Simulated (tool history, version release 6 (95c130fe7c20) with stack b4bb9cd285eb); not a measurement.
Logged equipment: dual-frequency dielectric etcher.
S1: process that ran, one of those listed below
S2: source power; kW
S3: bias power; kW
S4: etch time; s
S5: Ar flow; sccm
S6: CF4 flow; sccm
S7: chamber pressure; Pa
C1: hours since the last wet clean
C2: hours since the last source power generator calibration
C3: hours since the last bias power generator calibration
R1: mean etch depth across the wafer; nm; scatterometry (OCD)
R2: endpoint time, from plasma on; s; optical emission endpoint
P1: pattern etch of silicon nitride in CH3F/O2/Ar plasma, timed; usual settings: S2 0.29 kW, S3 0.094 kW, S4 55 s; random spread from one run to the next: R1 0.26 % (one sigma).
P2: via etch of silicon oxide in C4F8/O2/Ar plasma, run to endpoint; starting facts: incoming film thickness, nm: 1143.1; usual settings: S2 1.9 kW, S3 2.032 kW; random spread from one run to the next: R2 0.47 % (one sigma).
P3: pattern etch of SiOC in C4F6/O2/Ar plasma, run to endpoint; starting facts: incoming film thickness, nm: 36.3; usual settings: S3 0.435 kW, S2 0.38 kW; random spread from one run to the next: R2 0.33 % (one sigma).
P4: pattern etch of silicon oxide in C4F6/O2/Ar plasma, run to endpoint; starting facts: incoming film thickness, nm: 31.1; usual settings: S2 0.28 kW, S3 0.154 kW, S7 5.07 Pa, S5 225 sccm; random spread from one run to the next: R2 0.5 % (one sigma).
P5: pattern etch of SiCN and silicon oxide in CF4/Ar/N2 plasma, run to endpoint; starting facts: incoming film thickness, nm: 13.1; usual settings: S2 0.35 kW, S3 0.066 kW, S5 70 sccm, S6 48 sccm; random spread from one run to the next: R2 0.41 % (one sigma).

run     day  S1    S2     S3    S4   S5  S6    S7     C1     C2      C3      R1      R2
  1   0.496  P1  0.29  0.094    55                 133.3  565.8  2240.6  37.421
  2   0.758  P5  0.35  0.048         70  48        139.6  572.1  2246.9          21.631
  3   1.054  P1  0.29  0.094    55                 146.7  579.2    2254   37.24
  4   1.533  P5  0.28  0.066         70  48        158.2  590.7  2265.5          23.907
  5   2.071  P3  0.38  0.264                       171.1  603.6  2278.4          15.944
  6   2.562  P2   1.9  2.032                       182.9  615.4  2290.2          225.79
  7   2.883  P3  0.38  0.435                       190.6  623.1  2297.9          13.393
  8    3.15  P5  0.35  0.066         70  58          197  629.5  2304.3          19.062
  9   3.629  P1  0.34  0.067    55                 208.5    641  2315.8  35.001
 10   4.117  P2   1.9  1.489                       220.2  652.7  2327.5          245.28
 11     4.4  P1  0.29  0.094  32.5                   227  659.5  2334.3  22.088
 12   4.875  P5  0.35  0.066         70  48        238.4  670.9  2345.7          19.557
 13   5.196  P2   1.9  2.032                       246.1  678.6  2353.4          224.55
 14   5.567  P1  0.29  0.094    55                   255  687.5  2362.3  37.319
 15   6.025  P5  0.35  0.066         70  48          266  698.5  2373.3          19.609
 16   6.338  P2  1.28  2.032                       273.5    706  2380.8          263.85
 17   6.654  P1  0.19  0.058    55                 281.1  713.6  2388.4  26.768
 18   7.179  P4  0.28  0.154        225      5.07  293.7  726.2    2401          11.763
 19   7.475  P3  0.26  0.435                       300.8  733.3  2408.1           15.45
 20   7.792  P4  0.28  0.154        135      5.07  308.4  740.9  2415.7          11.132
 21   8.312  P1  0.29  0.094  71.5                 320.9  753.4  2428.2  48.382
 22   8.779  P1  0.29  0.094    55                 332.1  764.6  2439.4  37.199
 23   9.183  P4  0.28  0.206        225      5.07  341.8  774.3  2449.1          10.792
 24   9.446  P4  0.39  0.154        225      5.07  348.1  780.6  2455.4          10.268
 25   9.792  P1   0.4  0.094    55                 356.4  788.9  2463.7  41.972
 26  10.096  P1  0.29  0.094    55                 363.7  796.2    2471  37.255
 27  10.467  P4  0.28  0.154        225       6.2  372.6  805.1  2479.9            12.1

For run 28, what comes out?
     10.629  -- source power generator calibrated
 28  10.833  P1  0.29  0.129  55              381.4  4.9  2488.7   ?

R1: 42.006 nm
